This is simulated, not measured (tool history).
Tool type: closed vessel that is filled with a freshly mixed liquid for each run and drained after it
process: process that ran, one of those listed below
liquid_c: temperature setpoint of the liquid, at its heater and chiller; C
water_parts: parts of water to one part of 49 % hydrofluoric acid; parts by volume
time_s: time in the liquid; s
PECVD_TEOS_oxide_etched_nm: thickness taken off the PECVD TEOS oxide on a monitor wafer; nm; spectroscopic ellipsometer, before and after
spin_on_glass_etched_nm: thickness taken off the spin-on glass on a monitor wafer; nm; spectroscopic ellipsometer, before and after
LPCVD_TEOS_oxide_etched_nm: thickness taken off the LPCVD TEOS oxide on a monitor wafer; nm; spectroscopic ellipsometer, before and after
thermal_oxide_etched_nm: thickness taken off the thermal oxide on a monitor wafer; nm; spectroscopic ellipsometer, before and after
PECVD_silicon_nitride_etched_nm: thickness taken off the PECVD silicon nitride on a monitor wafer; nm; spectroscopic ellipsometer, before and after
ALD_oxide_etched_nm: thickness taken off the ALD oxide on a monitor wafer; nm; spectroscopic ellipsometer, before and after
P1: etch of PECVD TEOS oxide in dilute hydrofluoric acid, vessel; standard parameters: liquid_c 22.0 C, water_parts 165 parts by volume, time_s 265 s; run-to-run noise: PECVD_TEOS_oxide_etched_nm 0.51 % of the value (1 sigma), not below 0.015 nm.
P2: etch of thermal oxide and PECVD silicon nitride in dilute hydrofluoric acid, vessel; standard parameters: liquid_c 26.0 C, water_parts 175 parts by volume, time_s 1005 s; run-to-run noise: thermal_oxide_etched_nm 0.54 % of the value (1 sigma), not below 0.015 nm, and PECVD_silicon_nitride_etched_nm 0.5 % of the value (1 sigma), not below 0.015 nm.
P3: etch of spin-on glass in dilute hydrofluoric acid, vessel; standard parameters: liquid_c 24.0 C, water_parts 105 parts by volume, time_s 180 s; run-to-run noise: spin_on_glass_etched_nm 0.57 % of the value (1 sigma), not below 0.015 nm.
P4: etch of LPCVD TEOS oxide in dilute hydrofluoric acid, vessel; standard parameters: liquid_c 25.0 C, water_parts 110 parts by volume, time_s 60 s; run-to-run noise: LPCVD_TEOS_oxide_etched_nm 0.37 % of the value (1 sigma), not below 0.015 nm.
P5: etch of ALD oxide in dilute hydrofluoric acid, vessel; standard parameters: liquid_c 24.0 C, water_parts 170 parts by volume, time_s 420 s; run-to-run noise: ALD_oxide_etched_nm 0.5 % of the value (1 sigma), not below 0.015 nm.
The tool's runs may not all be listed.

run	hour	process	liquid_c	water_parts	time_s	hours since the thermometer was replaced	hours since the hydrofluoric acid flow meter was replaced	PECVD_TEOS_oxide_etched_nm	spin_on_glass_etched_nm	LPCVD_TEOS_oxide_etched_nm	thermal_oxide_etched_nm	PECVD_silicon_nitride_etched_nm	ALD_oxide_etched_nm
1	6.6	P1	22.0	165	265	622.5	1268.1	28.6260					
2	10.6	P3	24.0	105	30	626.5	1272.1		7.4659				
3	16.7	P4	25.0	110	60	632.6	1278.2			18.281			
4	22.0	P4	25.0	190	60	637.9	1283.5			9.642			
5	25.7	P4	29.5	110	60	641.6	1287.2			21.683			
6	33.6	P1	22.0	165	265	649.5	1295.1	28.7680					
7	40.4	P2	26.0	175	1005	656.3	1301.9				25.755	36.106	
8	45.7	P5	24.0	285	420	661.6	1307.2						12.8220
9	50.3	P2	26.0	260	1005	666.2	1311.8				15.766	23.969	
10	56.0	P1	17.0	165	265	671.9	1317.5	23.6970					
11	60.4	P1	22.0	165	265	676.3	1321.9	28.7930					
12	67.2	P1	26.0	165	415	683.1	1328.7	53.0020					
13	72.5	P1	22.0	60	265	688.4	1334.0	89.8980					
14	79.5	P1	27.0	165	130	695.4	1341.0	17.0030					
15	84.5	P5	24.0	170	80	700.4	1346.0						4.5903
16	90.3	P2	21.5	175	1005	706.2	1351.8				21.668	26.929	
17	98.2	P1	25.5	165	265	714.1	1359.7	33.0210					
18	102.3	P1	22.0	165	265	718.2	1363.8	28.8350					
19	107.8	P1	22.0	165	265	723.7	1369.3	28.8500					
20	115.3	P3	24.0	30	180	731.2	1376.8		172.4600				
21	120.5	P3	24.0	105	180	736.4	1382.0		44.7580				
22	126.2	P1	22.0	165	30	742.1	1387.7	3.2737					
23	130.4	P5	29.0	170	420	746.3	1391.9						29.0740
24	134.6	P3	24.0	105	180	750.5	1396.1		45.1240				
25	142.2	P3	17.0	105	180	758.1	1403.7		33.6610				
26	149.1	P2	26.0	175	1520	765.0	1410.6				39.240	54.041	
27	156.1	P1	22.0	165	265	772.0	1417.6	28.8580					
28	163.0	P5	24.0	170	420	778.9	1424.5						24.0160
29	168.4	P1	22.0	165	400	784.3	1429.9	43.4120					
30	175.1	P1	22.0	285	450	791.0	1436.6	25.1230					
31	182.7	P1	22.0	290	265	798.6	1444.2	14.5310					
32	188.0	P4	25.0	110	105	803.9	1449.5			31.783			
33	191.6	P1	22.0	165	265	807.5	1453.1	28.4730					
34	198.9	P1	22.0	165	265	814.8	1460.4	28.2870					
35	205.2	P1	22.0	165	265	821.1	1466.7	27.6110					
36	210.3	P1	22.0	165	265	826.2	1471.8	27.5150					
37	217.5	P1	22.0	165	265	833.4	1479.0	27.2170					
38	225.3	P1	22.0	165	265	841.2	1486.8	26.9570					
39	231.9	P1	22.0	165	265	847.8	1493.4	26.9630					
40	239.6	P1	22.0	165	265	855.5	1501.1	26.7350					

Expected results for the next run?
41	243.8	P1	22.0	165	265	859.7	1505.3	?					

PECVD_TEOS_oxide_etched_nm: 26.9870 nm
